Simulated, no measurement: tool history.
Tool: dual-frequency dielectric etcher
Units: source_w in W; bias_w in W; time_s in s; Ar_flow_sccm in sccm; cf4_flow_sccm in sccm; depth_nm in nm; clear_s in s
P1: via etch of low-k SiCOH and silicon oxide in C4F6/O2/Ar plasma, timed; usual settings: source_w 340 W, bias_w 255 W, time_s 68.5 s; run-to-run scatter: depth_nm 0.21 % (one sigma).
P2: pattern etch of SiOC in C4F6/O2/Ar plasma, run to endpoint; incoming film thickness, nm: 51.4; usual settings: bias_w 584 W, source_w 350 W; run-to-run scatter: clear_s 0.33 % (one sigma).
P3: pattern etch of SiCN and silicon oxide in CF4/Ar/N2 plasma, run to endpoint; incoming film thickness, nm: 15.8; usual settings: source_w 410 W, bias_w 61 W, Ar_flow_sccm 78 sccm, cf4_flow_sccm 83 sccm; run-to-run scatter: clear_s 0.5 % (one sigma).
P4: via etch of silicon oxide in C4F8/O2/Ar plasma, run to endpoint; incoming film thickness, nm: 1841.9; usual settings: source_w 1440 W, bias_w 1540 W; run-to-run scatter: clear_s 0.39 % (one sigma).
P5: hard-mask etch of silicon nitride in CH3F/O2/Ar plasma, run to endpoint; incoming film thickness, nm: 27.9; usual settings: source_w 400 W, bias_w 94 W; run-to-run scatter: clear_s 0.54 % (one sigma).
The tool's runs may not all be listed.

run     day  process  source_w  bias_w  time_s  Ar_flow_sccm  cf4_flow_sccm  hours since the last wet clean  hours since the last source power generator calibration  hours since the last bias power generator calibration  depth_nm  clear_s
  1   0.479       P1       340     255    68.5                                                        121.6                                                   1903.2                                                 2124.6    192.74
  2   0.833       P1       340     154      91                                                        130.1                                                   1911.7                                                 2133.1    216.69
  3   1.283       P1       340     307    88.5                                                        140.9                                                   1922.5                                                 2143.9    264.58
  4   1.517       P5       400      94                                                                146.5                                                   1928.1                                                 2149.5             35.916
  5   1.925       P3       410      61                    78            117                           156.3                                                   1937.9                                                 2159.3             18.579
  6   2.433       P4      1440    1149                                                                168.5                                                   1950.1                                                 2171.5              477.1
  7   2.796       P1       340     315    68.5                                                        177.2                                                   1958.8                                                 2180.2    207.04
  8   3.042       P3       280      61                    78             83                           183.1                                                   1964.7                                                 2186.1             27.332
  9   3.421       P5       500      94                                                                192.2                                                   1973.8                                                 2195.2              33.07
 10   3.942       P4       880    1540                                                                204.7                                                   1986.3                                                 2207.7             542.19
 11   4.288       P3       410      61                    78             83                             213                                                   1994.6                                                   2216             19.554
 12   4.717       P1       340     255    45.5                                                        223.3                                                   2004.9                                                 2226.3    128.32
 13   4.996       P1       340     255    68.5                                                          230                                                   2011.6                                                   2233    193.17
 14   5.275       P5       400      94                                                                236.7                                                   2018.3                                                 2239.7             35.956
 15   5.792       P3       410      81                    78             83                           249.1                                                   2030.7                                                 2252.1              17.88
 16   6.042       P1       220     255    68.5                                                        255.1                                                   2036.7                                                 2258.1       164
 17   6.512       P4      1440    1540                                                                266.4                                                     2048                                                 2269.4             444.93
 18   6.912       P2       220     584                                                                  276                                                   2057.6                                                   2279             19.968
 19   7.421       P1       340     255    68.5                                                        288.2                                                   2069.8                                                 2291.2    192.78
 20   7.829       P1       440     255    68.5                                                          298                                                   2079.6                                                   2301     212.5
 21   8.346       P2       350     584                                                                310.4                                                     2092                                                 2313.4             16.901
 22   8.638       P3       410      61                    78             83                           317.4                                                     2099                                                 2320.4             19.599
 23   8.917       P1       340     161    68.5                                                        324.1                                                   2105.7                                                 2327.1    165.38
 24   9.367       P3       410      61                   109             83                           334.9                                                   2116.5                                                 2337.9             20.264
 25   9.675       P1       240     255    95.5                                                        342.3                                                   2123.9                                                 2345.3    235.18
 26  10.004       P1       340     255    99.5                                                        350.2                                                   2131.8                                                 2353.2    280.24

Run 27 comes next. What will it give?
 27  10.338       P2       350     781                                                                358.2                                                   2139.8                                                 2361.2                  ?

Run 27 gave clear_s 15.044 s.
